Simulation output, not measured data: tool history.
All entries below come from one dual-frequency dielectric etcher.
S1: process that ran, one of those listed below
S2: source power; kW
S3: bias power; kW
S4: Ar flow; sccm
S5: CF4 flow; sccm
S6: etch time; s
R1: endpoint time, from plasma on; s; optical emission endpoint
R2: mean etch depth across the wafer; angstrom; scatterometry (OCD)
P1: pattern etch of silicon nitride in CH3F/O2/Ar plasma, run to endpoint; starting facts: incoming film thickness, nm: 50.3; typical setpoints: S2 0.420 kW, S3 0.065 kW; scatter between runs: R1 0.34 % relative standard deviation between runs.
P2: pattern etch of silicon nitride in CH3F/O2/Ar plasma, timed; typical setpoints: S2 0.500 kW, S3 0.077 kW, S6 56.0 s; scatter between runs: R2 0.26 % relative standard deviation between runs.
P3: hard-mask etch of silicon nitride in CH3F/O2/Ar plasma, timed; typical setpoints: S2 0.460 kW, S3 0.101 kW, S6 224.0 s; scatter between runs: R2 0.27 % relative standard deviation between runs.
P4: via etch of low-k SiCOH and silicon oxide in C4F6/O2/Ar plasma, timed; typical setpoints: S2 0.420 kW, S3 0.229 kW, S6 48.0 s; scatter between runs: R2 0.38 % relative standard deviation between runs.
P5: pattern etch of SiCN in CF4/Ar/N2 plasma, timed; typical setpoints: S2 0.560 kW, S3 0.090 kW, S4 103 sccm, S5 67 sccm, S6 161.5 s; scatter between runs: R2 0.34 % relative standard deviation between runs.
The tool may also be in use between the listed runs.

{"run": 1, "hour": 16.5, "S1": "P1", "S2": 0.42, "S3": 0.065, "R1": 74.707}
{"run": 2, "hour": 31.8, "S1": "P5", "S2": 0.44, "S3": 0.09, "S4": 103, "S5": 67, "S6": 161.5, "R2": 1477.8}
{"run": 3, "hour": 47.0, "S1": "P1", "S2": 0.42, "S3": 0.077, "R1": 70.033}
{"run": 4, "hour": 62.9, "S1": "P5", "S2": 0.56, "S3": 0.09, "S4": 123, "S5": 67, "S6": 161.5, "R2": 1790.4}
{"run": 5, "hour": 70.3, "S1": "P1", "S2": 0.53, "S3": 0.065, "R1": 67.587}
{"run": 6, "hour": 78.1, "S1": "P3", "S2": 0.46, "S3": 0.077, "S6": 224.0, "R2": 1715.3}
{"run": 7, "hour": 93.7, "S1": "P1", "S2": 0.42, "S3": 0.065, "R1": 74.345}
{"run": 8, "hour": 108.5, "S1": "P2", "S2": 0.66, "S3": 0.077, "S6": 56.0, "R2": 487.52}
{"run": 9, "hour": 123.7, "S1": "P3", "S2": 0.46, "S3": 0.101, "S6": 326.0, "R2": 2752.9}
{"run": 10, "hour": 132.9, "S1": "P4", "S2": 0.42, "S3": 0.229, "S6": 48.0, "R2": 1252.5}
{"run": 11, "hour": 142.5, "S1": "P4", "S2": 0.42, "S3": 0.229, "S6": 28.0, "R2": 733.33}
{"run": 12, "hour": 149.7, "S1": "P4", "S2": 0.29, "S3": 0.229, "S6": 48.0, "R2": 1096.8}
{"run": 13, "hour": 162.5, "S1": "P2", "S2": 0.5, "S3": 0.105, "S6": 56.0, "R2": 489.54}
{"run": 14, "hour": 173.7, "S1": "P1", "S2": 0.52, "S3": 0.046, "R1": 76.306}
{"run": 15, "hour": 187.9, "S1": "P5", "S2": 0.56, "S3": 0.09, "S4": 103, "S5": 67, "S6": 161.5, "R2": 1836.8}
{"run": 16, "hour": 201.7, "S1": "P4", "S2": 0.42, "S3": 0.321, "S6": 48.0, "R2": 1425.2}
{"run": 17, "hour": 217.8, "S1": "P3", "S2": 0.65, "S3": 0.101, "S6": 224.0, "R2": 2150.4}
{"run": 18, "hour": 230.8, "S1": "P1", "S2": 0.33, "S3": 0.065, "R1": 81.787}
{"run": 19, "hour": 241.7, "S1": "P5", "S2": 0.56, "S3": 0.09, "S4": 103, "S5": 45, "S6": 161.5, "R2": 1714.5}
{"run": 20, "hour": 249.4, "S1": "P2", "S2": 0.5, "S3": 0.077, "S6": 56.0, "R2": 440.37}
{"run": 21, "hour": 258.6, "S1": "P1", "S2": 0.42, "S3": 0.065, "R1": 74.206}
{"run": 22, "hour": 273.4, "S1": "P5", "S2": 0.56, "S3": 0.09, "S4": 103, "S5": 67, "S6": 161.5, "R2": 1831.1}
{"run": 23, "hour": 286.8, "S1": "P2", "S2": 0.5, "S3": 0.077, "S6": 77.0, "R2": 604.4}
{"run": 24, "hour": 294.7, "S1": "P5", "S2": 0.56, "S3": 0.064, "S4": 103, "S5": 67, "S6": 161.5, "R2": 1627.7}
{"run": 25, "hour": 304.7, "S1": "P1", "S2": 0.35, "S3": 0.042, "R1": 91.534}
{"run": 26, "hour": 313.9, "S1": "P1", "S2": 0.42, "S3": 0.065, "R1": 74.619}
{"run": 27, "hour": 330.4, "S1": "P1", "S2": 0.5, "S3": 0.077, "R1": 65.557}
{"run": 28, "hour": 342.9, "S1": "P1", "S2": 0.42, "S3": 0.053, "R1": 78.928}
{"run": 29, "hour": 359.6, "S1": "P5", "S2": 0.56, "S3": 0.09, "S4": 103, "S5": 67, "S6": 97.5, "R2": 1107.4}
{"run": 30, "hour": 375.8, "S1": "P3", "S2": 0.46, "S3": 0.101, "S6": 224.0, "R2": 1892.5}
{"run": 31, "hour": 385.0, "S1": "P1", "S2": 0.42, "S3": 0.065, "R1": 74.11}
{"run": 32, "hour": 392.4, "S1": "P1", "S2": 0.42, "S3": 0.065, "R1": 74.27}
{"run": 33, "hour": 399.6, "S1": "P1", "S2": 0.42, "S3": 0.065, "R1": 74.499}
{"run": 34, "hour": 411.3, "S1": "P1", "S2": 0.42, "S3": 0.065, "R1": 74.797}
{"run": 35, "hour": 420.1, "S1": "P1", "S2": 0.42, "S3": 0.065, "R1": 75.433}
{"hour": 427.5, "done": "wet clean of the chamber"}
{"run": 36, "hour": 432.4, "S1": "P1", "S2": 0.42, "S3": 0.065, "R1": 75.645}
{"run": 37, "hour": 446.1, "S1": "P1", "S2": 0.42, "S3": 0.065, "R1": 75.404}
{"run": 38, "hour": 453.6, "S1": "P1", "S2": 0.42, "S3": 0.065, "R1": 74.968}

The log shows P1 creeping away from where it was. Any of the 2 causes listed here, at the size stated for it, fits the log just as well as the others:
A: source power that arrives under what is set, % = 4.28
B: bias power that arrives under what is set, % = 4.93
Onset of the creep was near hour 392.4.
What rules out each remaining cause:
chamber walls in a state that lowers the etch rate, %: serviced at hour 427.5, which brought nothing back

Each of the check runs listed below is run on 2 wafers and reports their average, with the results left as question marks. Pick the one under which the possible causes would lead to clearly different results.
{"run": "check 1", "hour": 461.1, "S1": "P4", "S2": 0.42, "S3": 0.296, "S6": 39.0, "R2": "?"}
{"run": "check 2", "hour": 461.1, "S1": "P2", "S2": 0.61, "S3": 0.077, "S6": 56.0, "R2": "?"}
{"run": "check 3", "hour": 461.1, "S1": "P5", "S2": 0.56, "S3": 0.065, "S4": 103, "S5": 67, "S6": 128.5, "R2": "?"}
{"run": "check 4", "hour": 461.1, "S1": "P3", "S2": 0.62, "S3": 0.101, "S6": 224.0, "R2": "?"}

How each check would come out, cause by cause:
check=check_1 result=R2 if_A=1101.60 if_B=1100.60
check=check_2 result=R2 if_A=465.37 if_B=465.26
check=check_3 result=R2 if_A=1252.00 if_B=1279.30
check=check_4 result=R2 if_A=2074.90 if_B=2071.70
Minimum pairwise separation of causes per check, each pair taken at its best-separating result: check 1 0.09 %; check 2 0.02 %; check 3 2.16 %; check 4 0.16 %
Of the check runs offered, only check 3 discriminates between the causes; the rest would read about the same regardless of which cause applies.

The results of check 3 are: R2 1278.60 angstrom. Based on these, which of the listed causes is it?

It was cause B: bias power that arrives under what is set, %.
